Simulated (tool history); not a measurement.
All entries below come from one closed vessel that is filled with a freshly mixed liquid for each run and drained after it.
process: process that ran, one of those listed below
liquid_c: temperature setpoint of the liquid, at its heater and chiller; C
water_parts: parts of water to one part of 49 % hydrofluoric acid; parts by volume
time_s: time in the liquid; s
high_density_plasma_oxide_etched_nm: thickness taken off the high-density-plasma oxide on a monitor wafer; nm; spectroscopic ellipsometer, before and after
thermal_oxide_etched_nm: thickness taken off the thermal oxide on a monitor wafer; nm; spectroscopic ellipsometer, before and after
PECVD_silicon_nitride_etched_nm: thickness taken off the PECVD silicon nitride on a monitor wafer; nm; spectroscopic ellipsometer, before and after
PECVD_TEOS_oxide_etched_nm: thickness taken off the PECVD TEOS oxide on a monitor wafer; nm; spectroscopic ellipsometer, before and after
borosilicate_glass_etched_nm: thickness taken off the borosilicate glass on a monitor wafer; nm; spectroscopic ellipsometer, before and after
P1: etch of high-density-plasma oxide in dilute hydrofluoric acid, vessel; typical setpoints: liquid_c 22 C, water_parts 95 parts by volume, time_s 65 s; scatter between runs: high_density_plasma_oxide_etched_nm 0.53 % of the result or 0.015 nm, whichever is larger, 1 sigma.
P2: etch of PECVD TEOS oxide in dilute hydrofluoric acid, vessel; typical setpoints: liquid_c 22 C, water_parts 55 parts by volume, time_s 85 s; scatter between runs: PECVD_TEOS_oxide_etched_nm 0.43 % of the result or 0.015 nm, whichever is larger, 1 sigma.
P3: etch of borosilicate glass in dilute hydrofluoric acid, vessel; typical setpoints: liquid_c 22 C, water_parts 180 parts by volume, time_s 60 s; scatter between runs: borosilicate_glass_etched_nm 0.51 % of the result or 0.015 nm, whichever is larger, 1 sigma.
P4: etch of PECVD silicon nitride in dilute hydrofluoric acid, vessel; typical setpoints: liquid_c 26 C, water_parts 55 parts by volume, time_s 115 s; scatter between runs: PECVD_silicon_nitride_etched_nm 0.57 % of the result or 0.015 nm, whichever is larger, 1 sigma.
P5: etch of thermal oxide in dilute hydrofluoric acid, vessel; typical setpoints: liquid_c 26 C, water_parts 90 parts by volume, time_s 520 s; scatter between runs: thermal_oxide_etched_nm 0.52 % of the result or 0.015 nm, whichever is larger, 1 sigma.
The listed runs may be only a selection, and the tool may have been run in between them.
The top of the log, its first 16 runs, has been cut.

run,day,process,liquid_c,water_parts,time_s,hours since the thermometer was replaced,hours since the hydrofluoric acid flow meter was replaced,high_density_plasma_oxide_etched_nm,thermal_oxide_etched_nm,PECVD_silicon_nitride_etched_nm,PECVD_TEOS_oxide_etched_nm,borosilicate_glass_etched_nm
17,5.612,P3,22,180,60,461.8,741.3,,,,,7.8699
18,5.875,P4,26,55,35,468.1,747.6,,,1.242,,
19,6.204,P1,28,95,100,476,755.5,9.5351,,,,
20,6.542,P1,22,175,65,484.1,763.6,2.4554,,,,
21,6.954,P1,22,95,95,494,773.5,7.1776,,,,
22,7.158,P1,22,95,65,498.9,778.4,4.9231,,,,
23,7.371,P4,26,55,115,504,783.5,,,4.0321,,
24,7.717,P1,17.5,45,65,512.3,791.8,9.0655,,,,
25,7.933,P3,22,255,60,517.5,797,,,,,5.1641
26,8.283,P1,22,95,65,525.9,805.4,4.9639,,,,
27,8.517,P1,22,95,30,531.5,811,2.2683,,,,
28,8.779,P2,26,55,85,537.8,817.3,,,,32.957,
29,9.138,P4,26,55,115,546.4,825.9,,,4.0033,,
30,9.512,P4,20,55,115,555.4,834.9,,,2.6653,,
31,9.762,P3,17,180,60,561.4,840.9,,,,,6.4542
32,10.071,P3,22,180,30,568.8,848.3,,,,,3.9239
33,10.412,P2,22,20,85,577,856.5,,,,80.009,
34,10.746,P1,22,95,65,585,864.5,4.8975,,,,
35,11.154,P1,22,95,65,594.8,874.3,4.8377,,,,
36,11.612,P1,22,95,65,605.8,885.3,4.7179,,,,
37,11.996,P1,22,95,65,615,894.5,4.649,,,,

Predict the results of run 38:
38,12.388,P1,22,95,65,624.4,903.9,?,,,,

Run 38 measured high_density_plasma_oxide_etched_nm 4.6682 nm.
